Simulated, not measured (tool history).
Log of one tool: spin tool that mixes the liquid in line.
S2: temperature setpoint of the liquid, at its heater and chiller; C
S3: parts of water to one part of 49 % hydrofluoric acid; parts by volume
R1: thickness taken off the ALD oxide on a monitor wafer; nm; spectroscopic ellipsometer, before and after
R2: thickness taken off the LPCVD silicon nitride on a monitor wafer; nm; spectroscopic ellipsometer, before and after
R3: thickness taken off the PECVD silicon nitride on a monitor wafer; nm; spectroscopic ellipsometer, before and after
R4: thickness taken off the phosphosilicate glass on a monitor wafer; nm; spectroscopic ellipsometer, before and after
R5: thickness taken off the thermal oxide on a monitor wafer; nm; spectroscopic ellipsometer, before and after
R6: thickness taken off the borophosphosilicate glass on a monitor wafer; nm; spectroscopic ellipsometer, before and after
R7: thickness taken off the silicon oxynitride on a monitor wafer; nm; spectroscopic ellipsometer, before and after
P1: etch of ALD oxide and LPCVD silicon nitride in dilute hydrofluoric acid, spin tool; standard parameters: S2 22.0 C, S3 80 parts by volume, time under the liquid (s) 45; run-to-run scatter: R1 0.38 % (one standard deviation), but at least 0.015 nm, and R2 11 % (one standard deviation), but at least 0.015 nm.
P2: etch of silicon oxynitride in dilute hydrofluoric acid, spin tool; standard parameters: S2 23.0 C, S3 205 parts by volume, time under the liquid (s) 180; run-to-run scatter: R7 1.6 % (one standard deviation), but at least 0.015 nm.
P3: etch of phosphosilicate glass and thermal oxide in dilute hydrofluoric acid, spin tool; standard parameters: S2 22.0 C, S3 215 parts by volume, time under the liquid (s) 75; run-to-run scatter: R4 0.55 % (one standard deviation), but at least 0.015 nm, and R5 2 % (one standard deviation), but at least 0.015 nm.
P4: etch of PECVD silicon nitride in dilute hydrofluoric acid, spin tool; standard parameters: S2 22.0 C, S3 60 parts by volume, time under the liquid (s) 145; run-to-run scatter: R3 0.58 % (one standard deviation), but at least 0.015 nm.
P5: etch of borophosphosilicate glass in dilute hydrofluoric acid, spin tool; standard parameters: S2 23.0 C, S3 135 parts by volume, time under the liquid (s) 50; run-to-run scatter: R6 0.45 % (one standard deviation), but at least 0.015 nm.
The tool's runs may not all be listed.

{"run": 1, "hour": 7.1, "process that ran": "P1", "S2": 22.0, "S3": 80, "time under the liquid (s)": 45, "R1": 5.7416, "R2": 0.23857}
{"run": 2, "hour": 21.0, "process that ran": "P4", "S2": 17.0, "S3": 60, "time under the liquid (s)": 145, "R3": 6.6091}
{"run": 3, "hour": 30.5, "process that ran": "P4", "S2": 22.0, "S3": 105, "time under the liquid (s)": 145, "R3": 5.3851}
{"run": 4, "hour": 39.6, "process that ran": "P1", "S2": 22.0, "S3": 110, "time under the liquid (s)": 15, "R1": 1.3542, "R2": 0.07162}
{"run": 5, "hour": 51.2, "process that ran": "P4", "S2": 22.0, "S3": 60, "time under the liquid (s)": 15, "R3": 0.97792}
{"run": 6, "hour": 58.4, "process that ran": "P1", "S2": 18.5, "S3": 80, "time under the liquid (s)": 45, "R1": 4.9909, "R2": 0.17002}
{"run": 7, "hour": 69.7, "process that ran": "P3", "S2": 26.5, "S3": 215, "time under the liquid (s)": 75, "R4": 64.101, "R5": 1.6355}
{"run": 8, "hour": 80.4, "process that ran": "P1", "S2": 22.0, "S3": 145, "time under the liquid (s)": 45, "R1": 2.9709, "R2": 0.14478}
{"hour": 88.8, "done": "thermometer replaced"}
{"run": 9, "hour": 89.8, "process that ran": "P5", "S2": 23.0, "S3": 190, "time under the liquid (s)": 50, "R6": 18.769}
{"run": 10, "hour": 102.3, "process that ran": "P5", "S2": 23.0, "S3": 135, "time under the liquid (s)": 50, "R6": 28.387}
{"run": 11, "hour": 115.4, "process that ran": "P1", "S2": 18.0, "S3": 20, "time under the liquid (s)": 45, "R1": 20.982, "R2": 0.69614}
{"run": 12, "hour": 123.0, "process that ran": "P3", "S2": 22.0, "S3": 65, "time under the liquid (s)": 75, "R4": 213.71, "R5": 5.1809}
{"run": 13, "hour": 136.5, "process that ran": "P2", "S2": 18.5, "S3": 205, "time under the liquid (s)": 180, "R7": 1.0559}
{"run": 14, "hour": 146.0, "process that ran": "P1", "S2": 22.0, "S3": 80, "time under the liquid (s)": 45, "R1": 5.7558, "R2": 0.24482}
{"run": 15, "hour": 156.7, "process that ran": "P1", "S2": 22.0, "S3": 80, "time under the liquid (s)": 45, "R1": 5.7814, "R2": 0.23254}
{"run": 16, "hour": 163.1, "process that ran": "P1", "S2": 22.0, "S3": 80, "time under the liquid (s)": 80, "R1": 10.269, "R2": 0.35211}
{"run": 17, "hour": 172.7, "process that ran": "P5", "S2": 23.0, "S3": 135, "time under the liquid (s)": 50, "R6": 28.248}
{"run": 18, "hour": 181.7, "process that ran": "P3", "S2": 22.0, "S3": 215, "time under the liquid (s)": 75, "R4": 53.782, "R5": 1.3285}
{"run": 19, "hour": 194.5, "process that ran": "P4", "S2": 22.0, "S3": 60, "time under the liquid (s)": 145, "R3": 9.3296}
{"run": 20, "hour": 201.8, "process that ran": "P1", "S2": 22.0, "S3": 45, "time under the liquid (s)": 45, "R1": 10.752, "R2": 0.37931}
{"run": 21, "hour": 214.3, "process that ran": "P1", "S2": 29.0, "S3": 80, "time under the liquid (s)": 45, "R1": 7.6155, "R2": 0.3531}
{"run": 22, "hour": 223.9, "process that ran": "P5", "S2": 17.0, "S3": 135, "time under the liquid (s)": 50, "R6": 22.282}
{"run": 23, "hour": 231.9, "process that ran": "P1", "S2": 22.0, "S3": 80, "time under the liquid (s)": 45, "R1": 5.7869, "R2": 0.17644}
{"run": 24, "hour": 245.5, "process that ran": "P1", "S2": 22.0, "S3": 80, "time under the liquid (s)": 45, "R1": 5.7161, "R2": 0.19848}
{"run": 25, "hour": 256.9, "process that ran": "P1", "S2": 22.0, "S3": 80, "time under the liquid (s)": 45, "R1": 5.7122, "R2": 0.24235}
{"run": 26, "hour": 271.2, "process that ran": "P2", "S2": 23.0, "S3": 205, "time under the liquid (s)": 180, "R7": 1.2817}
{"run": 27, "hour": 279.7, "process that ran": "P5", "S2": 23.0, "S3": 135, "time under the liquid (s)": 75, "R6": 42.386}
{"run": 28, "hour": 290.4, "process that ran": "P1", "S2": 22.0, "S3": 80, "time under the liquid (s)": 25, "R1": 3.2176, "R2": 0.12903}
{"run": 29, "hour": 297.9, "process that ran": "P2", "S2": 23.0, "S3": 310, "time under the liquid (s)": 180, "R7": 0.81142}
{"run": 30, "hour": 307.6, "process that ran": "P3", "S2": 22.0, "S3": 215, "time under the liquid (s)": 25, "R4": 18.24, "R5": 0.44643}
{"run": 31, "hour": 321.2, "process that ran": "P1", "S2": 17.0, "S3": 80, "time under the liquid (s)": 60, "R1": 6.2168, "R2": 0.19506}
{"run": 32, "hour": 330.4, "process that ran": "P2", "S2": 23.0, "S3": 205, "time under the liquid (s)": 345, "R7": 2.3556}
{"run": 33, "hour": 338.1, "process that ran": "P1", "S2": 22.0, "S3": 80, "time under the liquid (s)": 45, "R1": 5.7602, "R2": 0.21274}
{"run": 34, "hour": 346.4, "process that ran": "P1", "S2": 22.0, "S3": 80, "time under the liquid (s)": 45, "R1": 5.8833, "R2": 0.23369}
{"run": 35, "hour": 357.2, "process that ran": "P1", "S2": 22.0, "S3": 80, "time under the liquid (s)": 45, "R1": 5.958, "R2": 0.21409}
{"run": 36, "hour": 370.9, "process that ran": "P1", "S2": 22.0, "S3": 80, "time under the liquid (s)": 45, "R1": 5.9857, "R2": 0.25274}
{"run": 37, "hour": 382.4, "process that ran": "P1", "S2": 22.0, "S3": 80, "time under the liquid (s)": 45, "R1": 6.0176, "R2": 0.23409}
{"run": 38, "hour": 396.8, "process that ran": "P1", "S2": 22.0, "S3": 80, "time under the liquid (s)": 45, "R1": 6.1071, "R2": 0.23491}
{"run": 39, "hour": 405.2, "process that ran": "P1", "S2": 22.0, "S3": 80, "time under the liquid (s)": 45, "R1": 6.1057, "R2": 0.24482}
{"run": 40, "hour": 417.7, "process that ran": "P1", "S2": 22.0, "S3": 80, "time under the liquid (s)": 45, "R1": 6.1155, "R2": 0.28388}
{"run": 41, "hour": 427.2, "process that ran": "P1", "S2": 22.0, "S3": 80, "time under the liquid (s)": 45, "R1": 6.0992, "R2": 0.23238}
{"run": 42, "hour": 436.2, "process that ran": "P1", "S2": 22.0, "S3": 80, "time under the liquid (s)": 45, "R1": 6.1454, "R2": 0.26676}
{"run": 43, "hour": 443.1, "process that ran": "P1", "S2": 22.0, "S3": 80, "time under the liquid (s)": 45, "R1": 6.1003, "R2": 0.23307}

What P1 gives has crept off from where it sat before. The 2 causes that follow fit the log equally well, each at the size noted:
A: liquid hotter than its thermometer reads (K) = 1.45
B: hydrofluoric acid flow above the setpoint (%) = 5.52
Creep in the process output first set in at about hour 338.1.

The check runs listed below each take one wafer, and their results are still question marks. Under which run would the listed causes lead to clearly different results?
{"run": "check 1", "hour": 450.0, "process that ran": "P4", "S2": 22.0, "S3": 60, "time under the liquid (s)": 145, "R3": "?"}
{"run": "check 2", "hour": 450.0, "process that ran": "P5", "S2": 23.0, "S3": 135, "time under the liquid (s)": 50, "R6": "?"}
{"run": "check 3", "hour": 450.0, "process that ran": "P2", "S2": 23.0, "S3": 205, "time under the liquid (s)": 180, "R7": "?"}
{"run": "check 4", "hour": 450.0, "process that ran": "P3", "S2": 22.0, "S3": 215, "time under the liquid (s)": 75, "R4": "?", "R5": "?"}

If the cause were each of the candidates in turn, the checks would give the following:
check=check_1 result=R3 if_A=10.29700 if_B=9.83690
check=check_2 result=R6 if_A=29.798 if_B=29.966
check=check_3 result=R7 if_A=1.36550 if_B=1.36120
check=check_4 result=R4 if_A=57.434 if_B=58.089
check=check_4 result=R5 if_A=1.41010 if_B=1.42610
Per check, the gap between the least separated pair of causes, taken in the result that splits them most: check 1 4.57 %; check 2 0.56 %; check 3 0.32 %; check 4 1.13 %
Only check 1 tells the causes apart: in the others they would give nearly the same result.

The results of check 1 are: R3 10.26700 nm. Based on these, which of the listed causes is it?

Of the candidate causes, it is A: liquid hotter than its thermometer reads (K).
